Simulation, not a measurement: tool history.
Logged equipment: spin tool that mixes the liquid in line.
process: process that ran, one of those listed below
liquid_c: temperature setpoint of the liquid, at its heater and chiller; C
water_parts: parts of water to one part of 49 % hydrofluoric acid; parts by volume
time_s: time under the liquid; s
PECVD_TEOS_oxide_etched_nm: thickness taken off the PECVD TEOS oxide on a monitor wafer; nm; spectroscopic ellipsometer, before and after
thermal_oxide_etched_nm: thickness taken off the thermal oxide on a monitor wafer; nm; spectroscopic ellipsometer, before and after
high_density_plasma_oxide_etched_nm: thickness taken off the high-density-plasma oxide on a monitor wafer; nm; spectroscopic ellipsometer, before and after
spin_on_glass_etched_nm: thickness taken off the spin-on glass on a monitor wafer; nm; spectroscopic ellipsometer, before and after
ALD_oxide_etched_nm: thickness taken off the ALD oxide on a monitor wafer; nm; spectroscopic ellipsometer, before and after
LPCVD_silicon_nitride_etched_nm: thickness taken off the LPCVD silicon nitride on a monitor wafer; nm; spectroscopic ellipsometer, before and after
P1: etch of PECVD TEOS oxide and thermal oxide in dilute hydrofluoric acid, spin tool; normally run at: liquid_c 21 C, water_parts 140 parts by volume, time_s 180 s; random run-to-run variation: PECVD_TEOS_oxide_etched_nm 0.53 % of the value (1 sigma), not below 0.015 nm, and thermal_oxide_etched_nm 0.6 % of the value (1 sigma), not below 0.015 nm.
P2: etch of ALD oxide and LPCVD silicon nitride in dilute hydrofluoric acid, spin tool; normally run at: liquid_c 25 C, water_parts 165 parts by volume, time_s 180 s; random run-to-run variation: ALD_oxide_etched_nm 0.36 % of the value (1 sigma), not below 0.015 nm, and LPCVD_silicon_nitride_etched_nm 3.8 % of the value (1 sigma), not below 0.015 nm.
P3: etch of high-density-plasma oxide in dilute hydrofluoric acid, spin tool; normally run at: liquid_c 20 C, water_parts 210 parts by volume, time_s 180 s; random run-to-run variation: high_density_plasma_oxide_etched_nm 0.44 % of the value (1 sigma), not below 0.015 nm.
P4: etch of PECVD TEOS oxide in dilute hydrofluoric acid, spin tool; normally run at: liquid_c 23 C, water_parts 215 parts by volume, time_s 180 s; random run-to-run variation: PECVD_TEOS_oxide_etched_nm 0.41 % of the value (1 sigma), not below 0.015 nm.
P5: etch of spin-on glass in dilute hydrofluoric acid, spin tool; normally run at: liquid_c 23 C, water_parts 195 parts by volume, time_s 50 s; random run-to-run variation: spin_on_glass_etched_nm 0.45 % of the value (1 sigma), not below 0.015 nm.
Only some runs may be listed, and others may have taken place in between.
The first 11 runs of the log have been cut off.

| run | hour | process | liquid_c | water_parts | time_s | PECVD_TEOS_oxide_etched_nm | thermal_oxide_etched_nm | high_density_plasma_oxide_etched_nm | spin_on_glass_etched_nm | ALD_oxide_etched_nm | LPCVD_silicon_nitride_etched_nm |
|---|---|---|---|---|---|---|---|---|---|---|---|
| 12 | 175.4 | P1 | 21 | 220 | 180 | 14.096 | 3.2237 |  |  |  |  |
| 13 | 190.6 | P4 | 23 | 215 | 75 | 3.2829 |  |  |  |  |  |
| 14 | 206.9 | P1 | 21 | 140 | 180 | 24.02 | 5.4485 |  |  |  |  |
| 15 | 217.5 | P4 | 23 | 215 | 180 | 7.8291 |  |  |  |  |  |
| 16 | 227.5 | P3 | 20 | 210 | 20 |  |  | 0.78044 |  |  |  |
| 17 | 236.2 | P1 | 27.5 | 140 | 180 | 31.04 | 6.9796 |  |  |  |  |
| 18 | 250.5 | P4 | 17 | 215 | 180 | 6.227 |  |  |  |  |  |
| 19 | 263.9 | P1 | 21 | 140 | 70 | 9.358 | 2.0993 |  |  |  |  |
| 20 | 273.4 | P1 | 21 | 140 | 180 | 24.248 | 5.4292 |  |  |  |  |
| 21 | 285 | P1 | 21 | 140 | 180 | 24.088 | 5.4353 |  |  |  |  |
| 22 | 294.8 | P2 | 25 | 165 | 320 |  |  |  |  | 24.396 | 0.95736 |
| 23 | 303.7 | P5 | 23 | 85 | 50 |  |  |  | 18.485 |  |  |
| 24 | 314.9 | P4 | 23 | 300 | 180 | 5.2104 |  |  |  |  |  |
| 25 | 323.7 | P2 | 25 | 35 | 180 |  |  |  |  | 75.996 | 2.4185 |
| 26 | 339.6 | P1 | 21 | 140 | 180 | 24.044 | 5.5312 |  |  |  |  |
| 27 | 357.8 | P1 | 17 | 140 | 180 | 20.488 | 4.65 |  |  |  |  |
| 28 | 366.7 | P3 | 20 | 210 | 180 |  |  | 6.841 |  |  |  |
| 29 | 382.2 | P1 | 21 | 140 | 325 | 43.73 | 9.9283 |  |  |  |  |

Run 30 is up next; what results do you expect?
| 30 | 400.9 | P1 | 27 | 140 | 315 | ? | ? |  |  |  |  |

Logged for run 30: PECVD_TEOS_oxide_etched_nm 52.905 nm, thermal_oxide_etched_nm 12.067 nm.
